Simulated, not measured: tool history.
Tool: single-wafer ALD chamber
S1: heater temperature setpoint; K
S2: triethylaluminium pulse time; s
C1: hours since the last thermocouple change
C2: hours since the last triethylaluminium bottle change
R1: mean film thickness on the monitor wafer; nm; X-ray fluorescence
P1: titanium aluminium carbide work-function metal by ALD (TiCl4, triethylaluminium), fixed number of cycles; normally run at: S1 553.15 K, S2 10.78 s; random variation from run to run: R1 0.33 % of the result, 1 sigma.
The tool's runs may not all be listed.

Run 1, hour 3.6: S1 553.15 K, S2 10.78 s; C1 958.2; C2 622.9. Result: R1 1.8818 nm.
Run 2, hour 10: S1 530.15 K, S2 7.95 s; C1 964.6; C2 629.3. Result: R1 1.6139 nm.
Run 3, hour 16.6: S1 553.15 K, S2 10.78 s; C1 971.2; C2 635.9. Result: R1 1.8953 nm.
Run 4, hour 22.6: S1 536.15 K, S2 10.78 s; C1 977.2; C2 641.9. Result: R1 1.7439 nm.
Run 5, hour 28.5: S1 553.15 K, S2 10.78 s; C1 983.1; C2 647.8. Result: R1 1.8899 nm.
Run 6, hour 32.1: S1 553.15 K, S2 10.78 s; C1 986.7; C2 651.4. Result: R1 1.8984 nm.
Run 7, hour 38.8: S1 553.15 K, S2 16.02 s; C1 993.4; C2 658.1. Result: R1 1.9347 nm.
Run 8, hour 42.7: S1 553.15 K, S2 3.6 s; C1 997.3; C2 662. Result: R1 1.3778 nm.
Run 9, hour 49.3: S1 553.15 K, S2 10.78 s; C1 1003.9; C2 668.6. Result: R1 1.8821 nm.
Run 10, hour 54.6: S1 570.15 K, S2 10.78 s; C1 1009.2; C2 673.9. Result: R1 2.0378 nm.
Run 11, hour 60.7: S1 553.15 K, S2 10.78 s; C1 1015.3; C2 680. Result: R1 1.882 nm.
Run 12, hour 66.1: S1 553.15 K, S2 10.78 s; C1 1020.7; C2 685.4. Result: R1 1.8849 nm.
Run 13, hour 70.8: S1 553.15 K, S2 10.78 s; C1 1025.4; C2 690.1. Result: R1 1.8651 nm.
Run 14, hour 75.5: S1 553.15 K, S2 10.78 s; C1 1030.1; C2 694.8. Result: R1 1.8513 nm.
Run 15, hour 79: S1 553.15 K, S2 10.78 s; C1 1033.6; C2 698.3. Result: R1 1.8603 nm.
Run 16, hour 86.2: S1 553.15 K, S2 10.78 s; C1 1040.8; C2 705.5. Result: R1 1.8438 nm.
Run 17, hour 92.1: S1 553.15 K, S2 10.78 s; C1 1046.7; C2 711.4. Result: R1 1.8415 nm.
Run 18, hour 97.7: S1 553.15 K, S2 10.78 s; C1 1052.3; C2 717. Result: R1 1.8458 nm.

What P1 gives has crept away from where it was. These 2 causes fit the log equally well, each at the size given:
A: wafer temperature below the value expected at the setpoint (K) = 5.36
B: triethylaluminium dose below that of a fresh bottle (%) = 18.7
The creep began at about hour 66.1.

4 check runs are offered, one wafer each, their results left as question marks. Which one tells the causes apart?
Run check 1, hour 103.3: S1 561.15 K, S2 10.78 s. Result: R1 ?.
Run check 2, hour 103.3: S1 544.15 K, S2 10.78 s. Result: R1 ?.
Run check 3, hour 103.3: S1 542.15 K, S2 10.78 s. Result: R1 ?.
Run check 4, hour 103.3: S1 539.15 K, S2 4 s. Result: R1 ?.

What each check would give under each cause:
  check  result    if A    if B
check 1      R1    1.91  1.9085
check 2      R1  1.7614  1.7627
check 3      R1  1.7441  1.7458
check 4      R1  1.3177  1.2192
How far apart the two closest causes lie, in the result that separates them most: check 1 0.08 %; check 2 0.08 %; check 3 0.1 %; check 4 7.77 %
Only check 4 tells the causes apart: in the others they would give nearly the same result.

Then check 4 was run and gave: R1 1.3181 nm. Which cause is it?

It is A: wafer temperature below the value expected at the setpoint (K).

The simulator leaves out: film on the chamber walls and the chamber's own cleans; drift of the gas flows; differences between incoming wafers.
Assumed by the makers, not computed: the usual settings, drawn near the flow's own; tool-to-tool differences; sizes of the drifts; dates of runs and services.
